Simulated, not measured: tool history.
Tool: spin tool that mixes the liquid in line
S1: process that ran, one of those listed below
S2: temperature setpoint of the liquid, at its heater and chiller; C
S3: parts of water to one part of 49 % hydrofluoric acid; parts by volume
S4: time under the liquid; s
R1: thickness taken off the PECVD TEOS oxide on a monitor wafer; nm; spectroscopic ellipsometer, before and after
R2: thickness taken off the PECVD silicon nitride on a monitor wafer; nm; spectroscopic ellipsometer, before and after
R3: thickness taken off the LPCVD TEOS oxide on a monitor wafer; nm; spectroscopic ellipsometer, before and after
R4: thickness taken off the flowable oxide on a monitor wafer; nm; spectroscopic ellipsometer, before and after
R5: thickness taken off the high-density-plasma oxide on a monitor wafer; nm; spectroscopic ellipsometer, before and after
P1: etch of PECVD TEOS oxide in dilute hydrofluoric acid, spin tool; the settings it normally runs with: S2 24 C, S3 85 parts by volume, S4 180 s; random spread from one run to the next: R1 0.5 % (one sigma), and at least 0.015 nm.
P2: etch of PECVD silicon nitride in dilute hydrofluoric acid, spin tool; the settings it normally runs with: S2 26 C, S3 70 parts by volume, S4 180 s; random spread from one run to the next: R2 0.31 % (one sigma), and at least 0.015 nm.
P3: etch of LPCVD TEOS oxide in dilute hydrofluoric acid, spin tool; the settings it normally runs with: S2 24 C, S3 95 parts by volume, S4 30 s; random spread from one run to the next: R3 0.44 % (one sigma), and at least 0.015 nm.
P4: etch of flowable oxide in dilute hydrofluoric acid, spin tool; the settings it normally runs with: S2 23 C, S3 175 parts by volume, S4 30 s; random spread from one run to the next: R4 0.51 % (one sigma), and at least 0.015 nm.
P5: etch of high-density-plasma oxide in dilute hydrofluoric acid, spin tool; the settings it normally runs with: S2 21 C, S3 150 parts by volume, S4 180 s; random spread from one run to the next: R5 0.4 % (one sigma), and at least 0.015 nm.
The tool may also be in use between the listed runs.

run,hour,S1,S2,S3,S4,R1,R2,R3,R4,R5
1,9.4,P1,24,85,180,27.756,,,,
2,21.1,P2,26,70,180,,9.2365,,,
3,28.2,P3,24,95,60,,,30.007,,
4,39,P1,24,85,180,27.63,,,,
5,46.1,P1,24,85,180,27.865,,,,
6,57.6,P4,23,175,45,,,,8.8896,
7,62.8,P1,24,120,180,18.842,,,,
8,68,P1,24,85,60,9.2398,,,,
9,75.2,P1,31,40,180,82.611,,,,
10,81.4,P1,24,85,180,27.735,,,,
11,92.8,P3,30,95,30,,,18.647,,
12,101.2,P2,26,30,180,,21.252,,,
13,112.1,P3,24,95,30,,,14.965,,
14,123.6,P5,21,150,180,,,,,8.1713
15,129.7,P1,24,85,180,27.441,,,,
16,135.9,P5,21,35,180,,,,,39.907
17,141.8,P1,24,35,180,71.798,,,,
18,151.6,P3,24,95,30,,,14.842,,
19,157.8,P1,30.5,35,180,92.632,,,,
20,167.2,P5,17,150,180,,,,,6.9683
21,175.5,P4,23,25,30,,,,49.942,
22,181.7,P4,23,175,30,,,,5.9159,
23,188.1,P3,24,155,30,,,8.5057,,
24,196.8,P1,24,85,265,40.794,,,,
25,207.2,P2,26,70,180,,9.265,,,
26,212.6,P4,17,175,30,,,,4.6803,
27,219.9,P5,21,150,180,,,,,8.2122
28,229.6,P1,18.5,140,180,12.671,,,,
29,238.7,P5,21,150,315,,,,,14.374
30,244.8,P1,27.5,85,180,31.612,,,,
31,255.5,P2,26,70,15,,0.73797,,,
32,267,P2,19.5,70,180,,5.9162,,,
33,277.5,P1,17,85,180,20.696,,,,
34,283.2,P1,24,85,180,27.663,,,,
35,290.4,P1,24,85,180,26.778,,,,
36,299.1,P1,24,85,180,26.101,,,,
37,311,P1,24,85,180,25.591,,,,
38,322,P1,24,85,180,25.602,,,,
39,327.6,P1,24,85,180,25.334,,,,
40,339.4,P1,24,85,180,25.325,,,,
41,345.2,P1,24,85,180,25.38,,,,
42,355.2,P1,24,85,180,25.09,,,,
43,364.6,P1,24,85,180,25.1,,,,

P1 no longer gives what it gave before; its output has crept away from where it was. The following 2 causes, each at its listed size, fit the log equally well:
A: liquid colder than its thermometer reads (K) = 2.42
B: hydrofluoric acid flow below the setpoint (%) = 8.43
At approximately hour 283.2, the process output began to creep.

Each of the 4 check runs below uses one wafer; its results are left as question marks. Which run tells the causes apart?
check 1,374,P2,26,70,180,,?,,,
check 2,374,P5,21,150,180,,,,,?
check 3,374,P4,23,175,30,,,,?,
check 4,374,P3,24,95,30,,,?,,

What every check run would give for each of its results, assuming each possible cause in turn:
check,result,if A,if B
check 1,R2,7.8281,8.4264
check 2,R5,7.4159,7.3704
check 3,R4,5.4173,5.3514
check 4,R3,13.549,13.527
Smallest distance between any two causes, each pair judged by its most separating result, in per cent: check 1 7.36 %; check 2 0.62 %; check 3 1.22 %; check 4 0.16 %
Only check 1 tells the causes apart: in the others they would give nearly the same result.

The results of check 1 are: R2 7.8562 nm. Based on these, which of the listed causes is it?

Of the candidate causes, it is A: liquid colder than its thermometer reads (K).
